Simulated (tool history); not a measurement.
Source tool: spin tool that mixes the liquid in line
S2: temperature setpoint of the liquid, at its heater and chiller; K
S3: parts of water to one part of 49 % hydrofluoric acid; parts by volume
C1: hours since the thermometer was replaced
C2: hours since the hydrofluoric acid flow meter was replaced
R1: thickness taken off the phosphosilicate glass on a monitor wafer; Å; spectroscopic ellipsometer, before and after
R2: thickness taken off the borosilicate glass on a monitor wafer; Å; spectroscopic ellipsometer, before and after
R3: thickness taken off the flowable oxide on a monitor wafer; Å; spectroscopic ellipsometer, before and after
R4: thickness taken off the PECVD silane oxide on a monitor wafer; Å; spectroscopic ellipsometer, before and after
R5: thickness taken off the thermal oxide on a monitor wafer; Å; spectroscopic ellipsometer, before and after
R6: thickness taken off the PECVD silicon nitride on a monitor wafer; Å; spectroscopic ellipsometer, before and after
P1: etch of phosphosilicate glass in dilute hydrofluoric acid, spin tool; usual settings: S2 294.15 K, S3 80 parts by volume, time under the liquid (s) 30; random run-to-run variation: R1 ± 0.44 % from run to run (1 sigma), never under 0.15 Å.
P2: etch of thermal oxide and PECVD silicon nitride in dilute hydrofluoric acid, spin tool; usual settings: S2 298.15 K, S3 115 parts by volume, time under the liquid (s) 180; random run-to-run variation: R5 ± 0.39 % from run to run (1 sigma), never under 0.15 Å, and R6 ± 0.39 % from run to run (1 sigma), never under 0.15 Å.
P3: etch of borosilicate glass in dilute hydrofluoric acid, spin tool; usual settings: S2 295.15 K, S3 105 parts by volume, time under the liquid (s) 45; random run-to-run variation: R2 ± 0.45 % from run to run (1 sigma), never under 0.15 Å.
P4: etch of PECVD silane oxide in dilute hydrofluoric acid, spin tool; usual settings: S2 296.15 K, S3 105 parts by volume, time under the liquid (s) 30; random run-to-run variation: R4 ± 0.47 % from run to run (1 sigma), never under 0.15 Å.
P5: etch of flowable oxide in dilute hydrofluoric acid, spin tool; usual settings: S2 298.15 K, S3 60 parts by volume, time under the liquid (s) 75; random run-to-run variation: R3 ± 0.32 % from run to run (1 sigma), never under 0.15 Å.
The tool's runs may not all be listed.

{"run": 1, "day": 0.154, "process that ran": "P1", "S2": 294.15, "S3": 80, "time under the liquid (s)": 30, "C1": 1139.4, "C2": 393.2, "R1": 672.55}
{"run": 2, "day": 0.292, "process that ran": "P1", "S2": 294.15, "S3": 80, "time under the liquid (s)": 30, "C1": 1142.7, "C2": 396.5, "R1": 676.5}
{"run": 3, "day": 0.408, "process that ran": "P1", "S2": 294.15, "S3": 80, "time under the liquid (s)": 50, "C1": 1145.5, "C2": 399.3, "R1": 1130.9}
{"run": 4, "day": 0.667, "process that ran": "P3", "S2": 300.15, "S3": 105, "time under the liquid (s)": 45, "C1": 1151.7, "C2": 405.5, "R2": 149.67}
{"run": 5, "day": 0.896, "process that ran": "P3", "S2": 295.15, "S3": 105, "time under the liquid (s)": 15, "C1": 1157.2, "C2": 411.0, "R2": 41.252}
{"run": 6, "day": 1.071, "process that ran": "P5", "S2": 298.15, "S3": 60, "time under the liquid (s)": 140, "C1": 1161.4, "C2": 415.2, "R3": 868.01}
{"run": 7, "day": 1.321, "process that ran": "P1", "S2": 294.15, "S3": 80, "time under the liquid (s)": 30, "C1": 1167.4, "C2": 421.2, "R1": 678.8}
{"run": 8, "day": 1.575, "process that ran": "P1", "S2": 294.15, "S3": 120, "time under the liquid (s)": 30, "C1": 1173.5, "C2": 427.3, "R1": 429.85}
{"run": 9, "day": 1.738, "process that ran": "P4", "S2": 296.15, "S3": 105, "time under the liquid (s)": 30, "C1": 1177.4, "C2": 431.2, "R4": 120.67}
{"day": 1.85, "done": "thermometer replaced"}
{"run": 10, "day": 1.858, "process that ran": "P2", "S2": 298.15, "S3": 115, "time under the liquid (s)": 45, "C1": 0.3, "C2": 434.1, "R5": 18.676, "R6": 14.216}
{"run": 11, "day": 2.096, "process that ran": "P1", "S2": 294.15, "S3": 80, "time under the liquid (s)": 30, "C1": 6.0, "C2": 439.8, "R1": 678.01}
{"run": 12, "day": 2.275, "process that ran": "P1", "S2": 294.15, "S3": 80, "time under the liquid (s)": 30, "C1": 10.3, "C2": 444.1, "R1": 674.45}
{"run": 13, "day": 2.454, "process that ran": "P4", "S2": 296.15, "S3": 105, "time under the liquid (s)": 30, "C1": 14.6, "C2": 448.4, "R4": 121.43}
{"run": 14, "day": 2.646, "process that ran": "P2", "S2": 290.15, "S3": 115, "time under the liquid (s)": 180, "C1": 19.2, "C2": 453.0, "R5": 54.289, "R6": 32.538}
{"run": 15, "day": 2.788, "process that ran": "P2", "S2": 298.15, "S3": 195, "time under the liquid (s)": 180, "C1": 22.6, "C2": 456.4, "R5": 40.665, "R6": 33.222}
{"run": 16, "day": 3.029, "process that ran": "P3", "S2": 295.15, "S3": 150, "time under the liquid (s)": 45, "C1": 28.4, "C2": 462.2, "R2": 81.31}
{"run": 17, "day": 3.292, "process that ran": "P5", "S2": 305.15, "S3": 60, "time under the liquid (s)": 75, "C1": 34.7, "C2": 468.5, "R3": 611.06}
{"run": 18, "day": 3.475, "process that ran": "P4", "S2": 296.15, "S3": 105, "time under the liquid (s)": 15, "C1": 39.1, "C2": 472.9, "R4": 60.218}
{"run": 19, "day": 3.7, "process that ran": "P1", "S2": 302.15, "S3": 80, "time under the liquid (s)": 30, "C1": 44.5, "C2": 478.3, "R1": 934.53}
{"run": 20, "day": 3.871, "process that ran": "P3", "S2": 295.15, "S3": 105, "time under the liquid (s)": 45, "C1": 48.6, "C2": 482.4, "R2": 123.95}
{"run": 21, "day": 4.054, "process that ran": "P1", "S2": 294.15, "S3": 25, "time under the liquid (s)": 30, "C1": 53.0, "C2": 486.8, "R1": 2323.6}
{"run": 22, "day": 4.217, "process that ran": "P5", "S2": 298.15, "S3": 25, "time under the liquid (s)": 75, "C1": 56.9, "C2": 490.7, "R3": 1167.1}
{"run": 23, "day": 4.479, "process that ran": "P1", "S2": 290.15, "S3": 80, "time under the liquid (s)": 30, "C1": 63.2, "C2": 497.0, "R1": 572.76}
{"run": 24, "day": 4.612, "process that ran": "P4", "S2": 296.15, "S3": 150, "time under the liquid (s)": 30, "C1": 66.4, "C2": 500.2, "R4": 79.868}
{"run": 25, "day": 4.779, "process that ran": "P1", "S2": 299.65, "S3": 120, "time under the liquid (s)": 30, "C1": 70.4, "C2": 504.2, "R1": 536.55}
{"run": 26, "day": 4.933, "process that ran": "P1", "S2": 294.15, "S3": 80, "time under the liquid (s)": 15, "C1": 74.1, "C2": 507.9, "R1": 337.47}
{"run": 27, "day": 5.083, "process that ran": "P1", "S2": 290.65, "S3": 80, "time under the liquid (s)": 15, "C1": 77.7, "C2": 511.5, "R1": 292.03}
{"run": 28, "day": 5.233, "process that ran": "P5", "S2": 298.15, "S3": 60, "time under the liquid (s)": 75, "C1": 81.3, "C2": 515.1, "R3": 468.51}
{"run": 29, "day": 5.496, "process that ran": "P2", "S2": 298.15, "S3": 115, "time under the liquid (s)": 180, "C1": 87.6, "C2": 521.4, "R5": 75.499, "R6": 55.738}
{"run": 30, "day": 5.729, "process that ran": "P4", "S2": 290.65, "S3": 105, "time under the liquid (s)": 30, "C1": 93.2, "C2": 527.0, "R4": 95.802}
{"run": 31, "day": 5.992, "process that ran": "P1", "S2": 290.15, "S3": 80, "time under the liquid (s)": 55, "C1": 99.5, "C2": 533.3, "R1": 1055.0}
{"run": 32, "day": 6.204, "process that ran": "P1", "S2": 294.15, "S3": 80, "time under the liquid (s)": 30, "C1": 104.6, "C2": 538.4, "R1": 681.75}
{"run": 33, "day": 6.338, "process that ran": "P1", "S2": 294.15, "S3": 80, "time under the liquid (s)": 30, "C1": 107.8, "C2": 541.6, "R1": 663.0}
{"run": 34, "day": 6.588, "process that ran": "P1", "S2": 294.15, "S3": 80, "time under the liquid (s)": 30, "C1": 113.8, "C2": 547.6, "R1": 638.37}
{"run": 35, "day": 6.792, "process that ran": "P1", "S2": 294.15, "S3": 80, "time under the liquid (s)": 30, "C1": 118.7, "C2": 552.5, "R1": 634.16}
{"run": 36, "day": 6.929, "process that ran": "P1", "S2": 294.15, "S3": 80, "time under the liquid (s)": 30, "C1": 122.0, "C2": 555.8, "R1": 627.53}
{"run": 37, "day": 7.054, "process that ran": "P1", "S2": 294.15, "S3": 80, "time under the liquid (s)": 30, "C1": 125.0, "C2": 558.8, "R1": 624.03}
{"run": 38, "day": 7.229, "process that ran": "P1", "S2": 294.15, "S3": 80, "time under the liquid (s)": 30, "C1": 129.2, "C2": 563.0, "R1": 624.53}
{"run": 39, "day": 7.367, "process that ran": "P1", "S2": 294.15, "S3": 80, "time under the liquid (s)": 30, "C1": 132.5, "C2": 566.3, "R1": 615.5}
{"run": 40, "day": 7.625, "process that ran": "P1", "S2": 294.15, "S3": 80, "time under the liquid (s)": 30, "C1": 138.7, "C2": 572.5, "R1": 615.47}
{"run": 41, "day": 7.75, "process that ran": "P1", "S2": 294.15, "S3": 80, "time under the liquid (s)": 30, "C1": 141.7, "C2": 575.5, "R1": 617.07}
{"run": 42, "day": 7.983, "process that ran": "P1", "S2": 294.15, "S3": 80, "time under the liquid (s)": 30, "C1": 147.3, "C2": 581.1, "R1": 614.2}
{"run": 43, "day": 8.125, "process that ran": "P1", "S2": 294.15, "S3": 80, "time under the liquid (s)": 30, "C1": 150.7, "C2": 584.5, "R1": 613.01}

The output of P1 has drifted from where it used to be. Each of the 2 causes below, taken at the size shown beside it, accounts for the log equally well:
A: hydrofluoric acid flow below the setpoint (%) = 8.78
B: liquid colder than its thermometer reads (K) = 2.42
The drift started at roughly day 6.204.

The check runs listed below each take one wafer, and their results are still question marks. Under which run would the listed causes lead to clearly different results?
{"run": "check 1", "day": 8.267, "process that ran": "P5", "S2": 298.15, "S3": 60, "time under the liquid (s)": 75, "R3": "?"}
{"run": "check 2", "day": 8.267, "process that ran": "P2", "S2": 298.15, "S3": 115, "time under the liquid (s)": 180, "R5": "?", "R6": "?"}
{"run": "check 3", "day": 8.267, "process that ran": "P3", "S2": 295.15, "S3": 105, "time under the liquid (s)": 45, "R2": "?"}
{"run": "check 4", "day": 8.267, "process that ran": "P4", "S2": 296.15, "S3": 105, "time under the liquid (s)": 30, "R4": "?"}

Check results expected under each cause:
check=check_1 result=R3 if_A=420.77 if_B=421.06
check=check_2 result=R5 if_A=67.634 if_B=68.339
check=check_2 result=R6 if_A=51.100 if_B=47.761
check=check_3 result=R2 if_A=111.200 if_B=111.780
check=check_4 result=R4 if_A=108.840 if_B=109.540
How far apart the two closest causes lie, in the result that separates them most: check 1 0.07 %; check 2 6.76 %; check 3 0.52 %; check 4 0.64 %
Check 2 is the one run that separates the causes; every other check would come out nearly the same whichever cause is at work.

Here is what check 2 returned: R5 68.503 Å; R6 48.306 Å. Which cause is it?

It was cause B: liquid colder than its thermometer reads (K).
